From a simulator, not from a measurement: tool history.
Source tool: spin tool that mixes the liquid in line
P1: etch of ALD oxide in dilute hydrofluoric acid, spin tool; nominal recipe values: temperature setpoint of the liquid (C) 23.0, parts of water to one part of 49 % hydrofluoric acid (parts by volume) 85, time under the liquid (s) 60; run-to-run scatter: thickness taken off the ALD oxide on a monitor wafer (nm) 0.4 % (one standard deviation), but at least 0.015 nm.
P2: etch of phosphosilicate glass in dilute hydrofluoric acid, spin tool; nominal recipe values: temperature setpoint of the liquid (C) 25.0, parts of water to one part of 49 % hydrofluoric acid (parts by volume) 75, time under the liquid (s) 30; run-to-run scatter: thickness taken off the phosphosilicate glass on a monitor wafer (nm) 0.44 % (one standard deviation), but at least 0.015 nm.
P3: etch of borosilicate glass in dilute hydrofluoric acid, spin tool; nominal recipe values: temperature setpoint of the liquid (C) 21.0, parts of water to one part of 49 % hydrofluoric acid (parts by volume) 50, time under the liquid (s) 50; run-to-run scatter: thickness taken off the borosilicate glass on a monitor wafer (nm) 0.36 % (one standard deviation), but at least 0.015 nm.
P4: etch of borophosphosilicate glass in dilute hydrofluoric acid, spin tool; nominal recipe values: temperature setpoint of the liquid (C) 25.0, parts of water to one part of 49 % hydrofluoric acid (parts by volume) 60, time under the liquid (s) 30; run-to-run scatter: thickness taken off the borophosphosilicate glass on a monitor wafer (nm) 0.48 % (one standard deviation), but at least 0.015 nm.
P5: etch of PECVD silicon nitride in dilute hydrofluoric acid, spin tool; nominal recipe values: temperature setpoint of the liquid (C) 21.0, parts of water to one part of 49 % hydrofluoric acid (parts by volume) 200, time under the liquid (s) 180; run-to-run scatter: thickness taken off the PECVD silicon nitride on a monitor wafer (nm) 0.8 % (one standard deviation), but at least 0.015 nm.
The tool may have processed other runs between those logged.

| run | hour | process that ran | temperature setpoint of the liquid (C) | parts of water to one part of 49 % hydrofluoric acid (parts by volume) | time under the liquid (s) | hours since the thermometer was replaced | hours since the hydrofluoric acid flow meter was replaced | thickness taken off the ALD oxide on a monitor wafer (nm) | thickness taken off the borophosphosilicate glass on a monitor wafer (nm) | thickness taken off the PECVD silicon nitride on a monitor wafer (nm) | thickness taken off the borosilicate glass on a monitor wafer (nm) | thickness taken off the phosphosilicate glass on a monitor wafer (nm) |
|---|---|---|---|---|---|---|---|---|---|---|---|---|
| 1 | 10.8 | P1 | 23.0 | 85 | 60 | 628.2 | 282.8 | 17.0240 |  |  |  |  |
| 2 | 18.3 | P1 | 23.0 | 85 | 20 | 635.7 | 290.3 | 5.6888 |  |  |  |  |
| 3 | 27.7 | P4 | 31.5 | 60 | 30 | 645.1 | 299.7 |  | 30.584 |  |  |  |
| 4 | 39.4 | P1 | 30.0 | 85 | 60 | 656.8 | 311.4 | 22.4530 |  |  |  |  |
| 5 | 48.8 | P5 | 21.0 | 200 | 180 | 666.2 | 320.8 |  |  | 3.1608 |  |  |
| 6 | 60.3 | P1 | 23.0 | 85 | 95 | 677.7 | 332.3 | 27.1130 |  |  |  |  |
| 7 | 68.9 | P1 | 23.0 | 120 | 60 | 686.3 | 340.9 | 11.6390 |  |  |  |  |
| 8 | 80.1 | P1 | 17.0 | 85 | 60 | 697.5 | 352.1 | 13.3180 |  |  |  |  |
| 9 | 89.7 | P3 | 21.0 | 50 | 50 | 707.1 | 361.7 |  |  |  | 18.7380 |  |
| 10 | 96.2 | P2 | 18.0 | 75 | 30 | 713.6 | 368.2 |  |  |  |  | 51.750 |
| 11 | 102.0 | P4 | 25.0 | 60 | 30 | 719.4 | 374.0 |  | 23.432 |  |  |  |
| 12 | 112.7 | P2 | 25.0 | 75 | 30 | 730.1 | 384.7 |  |  |  |  | 69.644 |
| 13 | 120.4 | P4 | 25.0 | 105 | 30 | 737.8 | 392.4 |  | 12.631 |  |  |  |
| 14 | 126.3 | P5 | 21.0 | 200 | 285 | 743.7 | 398.3 |  |  | 4.9597 |  |  |
| 15 | 137.9 | P1 | 23.0 | 85 | 60 | 755.3 | 409.9 | 16.9530 |  |  |  |  |
|  | 145.6 | thermometer replaced |
| 16 | 146.8 | P5 | 21.0 | 65 | 180 | 1.2 | 418.8 |  |  | 9.4135 |  |  |
| 17 | 157.9 | P1 | 17.5 | 115 | 60 | 12.3 | 429.9 | 9.7221 |  |  |  |  |
| 18 | 165.1 | P2 | 25.0 | 75 | 15 | 19.5 | 437.1 |  |  |  |  | 34.438 |
| 19 | 172.1 | P3 | 17.0 | 50 | 50 | 26.5 | 444.1 |  |  |  | 15.6530 |  |
| 20 | 178.2 | P5 | 21.0 | 200 | 180 | 32.6 | 450.2 |  |  | 3.0910 |  |  |
| 21 | 188.4 | P1 | 23.0 | 85 | 60 | 42.8 | 460.4 | 17.0500 |  |  |  |  |
| 22 | 195.1 | P3 | 21.0 | 50 | 15 | 49.5 | 467.1 |  |  |  | 5.6252 |  |
| 23 | 204.8 | P2 | 25.0 | 120 | 30 | 59.2 | 476.8 |  |  |  |  | 40.462 |
| 24 | 215.0 | P5 | 17.0 | 200 | 180 | 69.4 | 487.0 |  |  | 2.3726 |  |  |
| 25 | 222.0 | P1 | 23.0 | 85 | 60 | 76.4 | 494.0 | 17.0040 |  |  |  |  |
| 26 | 230.9 | P1 | 23.0 | 25 | 60 | 85.3 | 502.9 | 62.5070 |  |  |  |  |
| 27 | 240.4 | P1 | 23.0 | 85 | 60 | 94.8 | 512.4 | 17.0450 |  |  |  |  |
| 28 | 248.5 | P4 | 25.0 | 60 | 15 | 102.9 | 520.5 |  | 11.752 |  |  |  |
| 29 | 257.0 | P4 | 25.0 | 60 | 30 | 111.4 | 529.0 |  | 23.425 |  |  |  |
| 30 | 264.5 | P3 | 21.0 | 80 | 50 | 118.9 | 536.5 |  |  |  | 11.2860 |  |
| 31 | 272.5 | P1 | 23.0 | 85 | 60 | 126.9 | 544.5 | 16.9910 |  |  |  |  |
| 32 | 281.2 | P1 | 23.0 | 85 | 60 | 135.6 | 553.2 | 16.6080 |  |  |  |  |
| 33 | 290.1 | P1 | 23.0 | 85 | 60 | 144.5 | 562.1 | 16.4280 |  |  |  |  |
| 34 | 299.0 | P1 | 23.0 | 85 | 60 | 153.4 | 571.0 | 16.4000 |  |  |  |  |
| 35 | 308.2 | P1 | 23.0 | 85 | 60 | 162.6 | 580.2 | 16.2160 |  |  |  |  |
| 36 | 319.7 | P1 | 23.0 | 85 | 60 | 174.1 | 591.7 | 16.1480 |  |  |  |  |
| 37 | 324.9 | P1 | 23.0 | 85 | 60 | 179.3 | 596.9 | 16.1380 |  |  |  |  |
| 38 | 334.3 | P1 | 23.0 | 85 | 60 | 188.7 | 606.3 | 16.1020 |  |  |  |  |
| 39 | 344.3 | P1 | 23.0 | 85 | 60 | 198.7 | 616.3 | 16.0470 |  |  |  |  |
| 40 | 350.0 | P1 | 23.0 | 85 | 60 | 204.4 | 622.0 | 15.8290 |  |  |  |  |
| 41 | 359.1 | P1 | 23.0 | 85 | 60 | 213.5 | 631.1 | 15.9890 |  |  |  |  |
| 42 | 369.5 | P1 | 23.0 | 85 | 60 | 223.9 | 641.5 | 15.9960 |  |  |  |  |

What P1 gives has crept away from where it was. These 2 causes fit the log equally well, each at the size given:
A: liquid colder than its thermometer reads (K) = 1.61
B: hydrofluoric acid flow below the setpoint (%) = 5.74
The process output started creeping at around hour 272.5.

Which of the 4 check runs listed below, each an average over 2 wafers with its results shown as question marks, gives clearly different results under the different listed causes?
| check 1 | 379.9 | P3 | 17.0 | 65 | 50 |  |  |  |  |  | ? |  |
| check 2 | 379.9 | P5 | 21.0 | 115 | 180 |  |  |  |  | ? |  |  |
| check 3 | 379.9 | P2 | 18.5 | 75 | 30 |  |  |  |  |  |  | ? |
| check 4 | 379.9 | P4 | 30.5 | 60 | 30 |  |  |  | ? |  |  |  |

What each check would give under each cause:
| check | result | if A | if B |
|---|---|---|---|
| check 1 | thickness taken off the borosilicate glass on a monitor wafer (nm) | 11.0990 | 11.1700 |
| check 2 | thickness taken off the PECVD silicon nitride on a monitor wafer (nm) | 4.8283 | 5.0808 |
| check 3 | thickness taken off the phosphosilicate glass on a monitor wafer (nm) | 49.287 | 49.499 |
| check 4 | thickness taken off the borophosphosilicate glass on a monitor wafer (nm) | 27.479 | 27.427 |
Per check, the gap between the least separated pair of causes, taken in the result that splits them most: check 1 0.64 %; check 2 5.1 %; check 3 0.43 %; check 4 0.19 %
Check 2 tells the causes apart: in the others they would give nearly the same result.

After running check 2, the following was obtained: thickness taken off the PECVD silicon nitride on a monitor wafer (nm) 5.0464. Which cause does this point to?

It was cause B: hydrofluoric acid flow below the setpoint (%).
